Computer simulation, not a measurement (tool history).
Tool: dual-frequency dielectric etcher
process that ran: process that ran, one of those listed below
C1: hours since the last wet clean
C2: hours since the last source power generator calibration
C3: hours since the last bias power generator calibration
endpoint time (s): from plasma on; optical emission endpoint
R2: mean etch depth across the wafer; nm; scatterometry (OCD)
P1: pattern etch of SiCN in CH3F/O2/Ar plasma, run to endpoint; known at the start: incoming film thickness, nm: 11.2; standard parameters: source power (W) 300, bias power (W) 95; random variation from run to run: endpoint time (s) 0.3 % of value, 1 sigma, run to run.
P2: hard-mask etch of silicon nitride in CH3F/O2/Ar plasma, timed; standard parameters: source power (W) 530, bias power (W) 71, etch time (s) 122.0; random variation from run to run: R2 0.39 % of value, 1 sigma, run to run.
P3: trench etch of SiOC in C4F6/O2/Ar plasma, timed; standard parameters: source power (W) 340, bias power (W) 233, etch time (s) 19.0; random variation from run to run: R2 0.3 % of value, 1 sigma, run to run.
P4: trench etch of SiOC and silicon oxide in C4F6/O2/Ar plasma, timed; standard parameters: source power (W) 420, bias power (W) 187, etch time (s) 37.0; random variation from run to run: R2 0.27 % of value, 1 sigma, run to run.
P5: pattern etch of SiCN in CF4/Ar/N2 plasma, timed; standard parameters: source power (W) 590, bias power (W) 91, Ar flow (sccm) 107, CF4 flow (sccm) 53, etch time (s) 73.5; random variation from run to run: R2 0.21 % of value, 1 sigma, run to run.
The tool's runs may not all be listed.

Run 1, hour 2.7: process that ran P1, source power (W) 300, bias power (W) 95; C1 259.7; C2 1408.3; C3 1710.9. Result: endpoint time (s) 29.307.
Run 2, hour 7.0: process that ran P1, source power (W) 300, bias power (W) 57; C1 264.0; C2 1412.6; C3 1715.2. Result: endpoint time (s) 35.388.
Run 3, hour 12.3: process that ran P1, source power (W) 240, bias power (W) 95; C1 269.3; C2 1417.9; C3 1720.5. Result: endpoint time (s) 31.848.
Run 4, hour 15.8: process that ran P1, source power (W) 300, bias power (W) 95; C1 272.8; C2 1421.4; C3 1724.0. Result: endpoint time (s) 29.451.
Run 5, hour 19.2: process that ran P1, source power (W) 300, bias power (W) 135; C1 276.2; C2 1424.8; C3 1727.4. Result: endpoint time (s) 25.576.
Run 6, hour 21.9: process that ran P4, source power (W) 420, bias power (W) 187, etch time (s) 37.0; C1 278.9; C2 1427.5; C3 1730.1. Result: R2 75.832 nm.
Run 7, hour 27.8: process that ran P1, source power (W) 300, bias power (W) 95; C1 284.8; C2 1433.4; C3 1736.0. Result: endpoint time (s) 29.387.
Run 8, hour 31.2: process that ran P3, source power (W) 340, bias power (W) 233, etch time (s) 23.5; C1 288.2; C2 1436.8; C3 1739.4. Result: R2 49.703 nm.
Run 9, hour 35.5: process that ran P5, source power (W) 590, bias power (W) 124, etch time (s) 73.5, Ar flow (sccm) 107, CF4 flow (sccm) 53; C1 292.5; C2 1441.1; C3 1743.7. Result: R2 91.595 nm.
Run 10, hour 39.0: process that ran P5, source power (W) 590, bias power (W) 91, etch time (s) 73.5, Ar flow (sccm) 107, CF4 flow (sccm) 42; C1 296.0; C2 1444.6; C3 1747.2. Result: R2 78.276 nm.
Run 11, hour 42.5: process that ran P5, source power (W) 590, bias power (W) 91, etch time (s) 73.5, Ar flow (sccm) 107, CF4 flow (sccm) 53; C1 299.5; C2 1448.1; C3 1750.7. Result: R2 80.946 nm.
Run 12, hour 48.3: process that ran P1, source power (W) 300, bias power (W) 95; C1 305.3; C2 1453.9; C3 1756.5. Result: endpoint time (s) 29.347.
Run 13, hour 51.0: process that ran P5, source power (W) 390, bias power (W) 91, etch time (s) 73.5, Ar flow (sccm) 107, CF4 flow (sccm) 53; C1 308.0; C2 1456.6; C3 1759.2. Result: R2 56.833 nm.
Run 14, hour 54.6: process that ran P2, source power (W) 530, bias power (W) 71, etch time (s) 158.5; C1 311.6; C2 1460.2; C3 1762.8. Result: R2 122.090 nm.
Run 15, hour 59.7: process that ran P1, source power (W) 380, bias power (W) 95; C1 316.7; C2 1465.3; C3 1767.9. Result: endpoint time (s) 26.918.
Run 16, hour 65.2: process that ran P2, source power (W) 530, bias power (W) 71, etch time (s) 122.0; C1 322.2; C2 1470.8; C3 1773.4. Result: R2 94.050 nm.
Run 17, hour 70.9: process that ran P3, source power (W) 210, bias power (W) 233, etch time (s) 19.0; C1 327.9; C2 1476.5; C3 1779.1. Result: R2 33.640 nm.
Run 18, hour 76.7: process that ran P1, source power (W) 240, bias power (W) 119; C1 333.7; C2 1482.3; C3 1784.9. Result: endpoint time (s) 29.018.
Run 19, hour 81.1: process that ran P1, source power (W) 200, bias power (W) 124; C1 338.1; C2 1486.7; C3 1789.3. Result: endpoint time (s) 30.691.
Run 20, hour 85.7: process that ran P1, source power (W) 200, bias power (W) 75; C1 342.7; C2 1491.3; C3 1793.9. Result: endpoint time (s) 37.053.
Run 21, hour 89.4: process that ran P5, source power (W) 590, bias power (W) 91, etch time (s) 73.5, Ar flow (sccm) 63, CF4 flow (sccm) 53; C1 346.4; C2 1495.0; C3 1797.6. Result: R2 87.667 nm.
Run 22, hour 94.1: process that ran P4, source power (W) 590, bias power (W) 187, etch time (s) 37.0; C1 351.1; C2 1499.7; C3 1802.3. Result: R2 86.935 nm.
Run 23, hour 97.3: process that ran P5, source power (W) 590, bias power (W) 91, etch time (s) 41.0, Ar flow (sccm) 107, CF4 flow (sccm) 53; C1 354.3; C2 1502.9; C3 1805.5. Result: R2 45.450 nm.
Run 24, hour 102.5: process that ran P4, source power (W) 420, bias power (W) 130, etch time (s) 37.0; C1 359.5; C2 1508.1; C3 1810.7. Result: R2 68.004 nm.
Run 25, hour 107.4: process that ran P2, source power (W) 670, bias power (W) 71, etch time (s) 122.0; C1 364.4; C2 1513.0; C3 1815.6. Result: R2 103.000 nm.
Run 26, hour 111.3: process that ran P4, source power (W) 420, bias power (W) 187, etch time (s) 52.5; C1 368.3; C2 1516.9; C3 1819.5. Result: R2 107.580 nm.
Run 27, hour 115.6: process that ran P1, source power (W) 300, bias power (W) 95; C1 372.6; C2 1521.2; C3 1823.8. Result: endpoint time (s) 29.495.
Run 28, hour 121.3: process that ran P1, source power (W) 300, bias power (W) 95; C1 378.3; C2 1526.9; C3 1829.5. Result: endpoint time (s) 29.312.
At hour 124.2: wet clean of the chamber.
Run 29, hour 124.3: process that ran P1, source power (W) 300, bias power (W) 95; C1 0.2; C2 1529.9; C3 1832.5. Result: endpoint time (s) 29.356.
Run 30, hour 127.6: process that ran P2, source power (W) 530, bias power (W) 43, etch time (s) 122.0; C1 3.5; C2 1533.2; C3 1835.8. Result: R2 80.482 nm.
Run 31, hour 132.6: process that ran P3, source power (W) 340, bias power (W) 320, etch time (s) 19.0; C1 8.5; C2 1538.2; C3 1840.8. Result: R2 45.075 nm.
Run 32, hour 136.2: process that ran P3, source power (W) 340, bias power (W) 233, etch time (s) 19.0; C1 12.1; C2 1541.8; C3 1844.4. Result: R2 40.236 nm.
Run 33, hour 138.8: process that ran P4, source power (W) 420, bias power (W) 187, etch time (s) 37.0; C1 14.7; C2 1544.4; C3 1847.0. Result: R2 76.435 nm.
Run 34, hour 143.6: process that ran P1, source power (W) 300, bias power (W) 95; C1 19.5; C2 1549.2; C3 1851.8. Result: endpoint time (s) 29.564.
Run 35, hour 147.5: process that ran P1, source power (W) 300, bias power (W) 95; C1 23.4; C2 1553.1; C3 1855.7. Result: endpoint time (s) 29.089.
Run 36, hour 152.8: process that ran P1, source power (W) 300, bias power (W) 95; C1 28.7; C2 1558.4; C3 1861.0. Result: endpoint time (s) 29.113.
Run 37, hour 157.9: process that ran P1, source power (W) 300, bias power (W) 95; C1 33.8; C2 1563.5; C3 1866.1. Result: endpoint time (s) 29.248.
Run 38, hour 161.1: process that ran P1, source power (W) 300, bias power (W) 95; C1 37.0; C2 1566.7; C3 1869.3. Result: endpoint time (s) 28.889.
Run 39, hour 164.0: process that ran P1, source power (W) 300, bias power (W) 95; C1 39.9; C2 1569.6; C3 1872.2. Result: endpoint time (s) 28.915.
Run 40, hour 166.6: process that ran P1, source power (W) 300, bias power (W) 95; C1 42.5; C2 1572.2; C3 1874.8. Result: endpoint time (s) 28.900.
Run 41, hour 169.6: process that ran P1, source power (W) 300, bias power (W) 95; C1 45.5; C2 1575.2; C3 1877.8. Result: endpoint time (s) 28.693.
Run 42, hour 172.7: process that ran P1, source power (W) 300, bias power (W) 95; C1 48.6; C2 1578.3; C3 1880.9. Result: endpoint time (s) 29.022.
At hour 175.3: wet clean of the chamber.
Run 43, hour 178.1: process that ran P1, source power (W) 300, bias power (W) 95; C1 2.8; C2 1583.7; C3 1886.3. Result: endpoint time (s) 28.824.
Run 44, hour 183.2: process that ran P1, source power (W) 300, bias power (W) 95; C1 7.9; C2 1588.8; C3 1891.4. Result: endpoint time (s) 28.914.
Run 45, hour 186.0: process that ran P1, source power (W) 300, bias power (W) 95; C1 10.7; C2 1591.6; C3 1894.2. Result: endpoint time (s) 28.851.

P1 has crept away from where it was. The log is fitted equally well by each of these 2 causes, at the sizes shown:
A: source power that arrives over what is set, % = 4.7
B: bias power that arrives over what is set, % = 4.52
Creep in the process output first set in at about hour 143.6.
All other causes, with the reason each is excluded:
chamber walls in a state that raises the etch rate, %: was serviced at hour 175.3, once the creep was under way, yet the earlier output never came back

Consider the 4 single-wafer check runs listed below, results given as question marks: which one distinguishes between the causes by giving clearly different results for each?
Run check 1, hour 188.8: process that ran P4, source power (W) 580, bias power (W) 187, etch time (s) 49.5. Result: R2 ?.
Run check 2, hour 188.8: process that ran P2, source power (W) 530, bias power (W) 47, etch time (s) 122.0. Result: R2 ?.
Run check 3, hour 188.8: process that ran P3, source power (W) 210, bias power (W) 233, etch time (s) 19.0. Result: R2 ?.
Run check 4, hour 188.8: process that ran P5, source power (W) 590, bias power (W) 91, etch time (s) 54.0, Ar flow (sccm) 77, CF4 flow (sccm) 53. Result: R2 ?.

If the cause were each of the candidates in turn, the checks would give the following:
  check  result     if A     if B
check 1      R2  117.600  117.100
check 2      R2   83.902   83.501
check 3      R2   34.113   34.046
check 4      R2   65.255   63.687
Gap, in per cent, between the two causes that each check separates least, read from the result that separates them most: check 1 0.42 %; check 2 0.48 %; check 3 0.2 %; check 4 2.43 %
The other checks would show nearly matching results whichever cause is true, so check 4 is the only one that separates the causes.

Check 4 was then run and gave: R2 63.820 nm. Which cause is it?

Of the candidate causes, it is B: bias power that arrives over what is set, %.

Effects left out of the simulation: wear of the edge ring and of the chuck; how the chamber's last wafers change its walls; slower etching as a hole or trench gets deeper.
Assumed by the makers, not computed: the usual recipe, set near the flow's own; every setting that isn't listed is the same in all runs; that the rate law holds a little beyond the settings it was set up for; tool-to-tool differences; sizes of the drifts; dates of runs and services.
